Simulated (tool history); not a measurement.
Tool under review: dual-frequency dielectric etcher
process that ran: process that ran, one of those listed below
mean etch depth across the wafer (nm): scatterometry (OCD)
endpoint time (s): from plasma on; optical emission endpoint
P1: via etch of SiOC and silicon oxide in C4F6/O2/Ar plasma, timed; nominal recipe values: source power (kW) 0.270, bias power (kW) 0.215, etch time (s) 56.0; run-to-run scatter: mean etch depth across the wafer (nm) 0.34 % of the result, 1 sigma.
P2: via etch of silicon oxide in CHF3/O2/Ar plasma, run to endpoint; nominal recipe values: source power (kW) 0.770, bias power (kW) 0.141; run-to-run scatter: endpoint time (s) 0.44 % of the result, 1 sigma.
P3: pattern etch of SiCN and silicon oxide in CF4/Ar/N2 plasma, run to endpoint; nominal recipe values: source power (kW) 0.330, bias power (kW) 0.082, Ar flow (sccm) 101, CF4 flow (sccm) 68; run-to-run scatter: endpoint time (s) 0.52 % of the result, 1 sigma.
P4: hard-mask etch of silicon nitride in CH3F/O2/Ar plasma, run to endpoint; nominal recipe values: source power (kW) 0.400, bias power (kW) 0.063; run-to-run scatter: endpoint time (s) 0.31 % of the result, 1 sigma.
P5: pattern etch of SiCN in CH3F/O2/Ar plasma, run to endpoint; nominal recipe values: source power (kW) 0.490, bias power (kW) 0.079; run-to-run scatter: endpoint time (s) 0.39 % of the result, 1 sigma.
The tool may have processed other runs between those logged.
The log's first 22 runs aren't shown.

run	hour	process that ran	source power (kW)	bias power (kW)	etch time (s)	Ar flow (sccm)	CF4 flow (sccm)	hours since the last wet clean	hours since the last source power generator calibration	hours since the last bias power generator calibration	mean etch depth across the wafer (nm)	endpoint time (s)
23	185.7	P4	0.400	0.063				504.4	567.8	836.5		69.420
24	193.0	P5	0.490	0.079				511.7	575.1	843.8		29.163
25	200.3	P3	0.270	0.082		101	68	519.0	582.4	851.1		31.368
26	208.2	P1	0.270	0.215	56.0			526.9	590.3	859.0	59.939	
27	217.2	P1	0.270	0.286	56.0			535.9	599.3	868.0	65.784	
28	225.5	P5	0.490	0.048				544.2	607.6	876.3		34.620
29	235.9	P2	0.770	0.141				554.6	618.0	886.7		214.450
30	246.8	P1	0.270	0.215	56.0			565.5	628.9	897.6	60.140	
31	253.2	P1	0.270	0.215	56.0			571.9	635.3	904.0	59.706	
32	260.7	P1	0.270	0.215	56.0			579.4	642.8	911.5	59.364	
33	266.6	P1	0.270	0.215	56.0			585.3	648.7	917.4	59.112	
34	276.0	P1	0.270	0.215	56.0			594.7	658.1	926.8	59.180	
35	286.0	P1	0.270	0.215	56.0			604.7	668.1	936.8	59.141	
36	292.6	P1	0.270	0.215	56.0			611.3	674.7	943.4	58.769	
37	299.9	P1	0.270	0.215	56.0			618.6	682.0	950.7	58.670	
38	310.7	P1	0.270	0.215	56.0			629.4	692.8	961.5	58.508	
# hour 311.2: wet clean of the chamber
39	319.3	P1	0.270	0.215	56.0			8.2	701.4	970.1	58.614	

What will run 40 give?
40	328.2	P1	0.270	0.215	56.0			17.1	710.3	979.0	?	

Run 40 measured mean etch depth across the wafer (nm) 59.069.
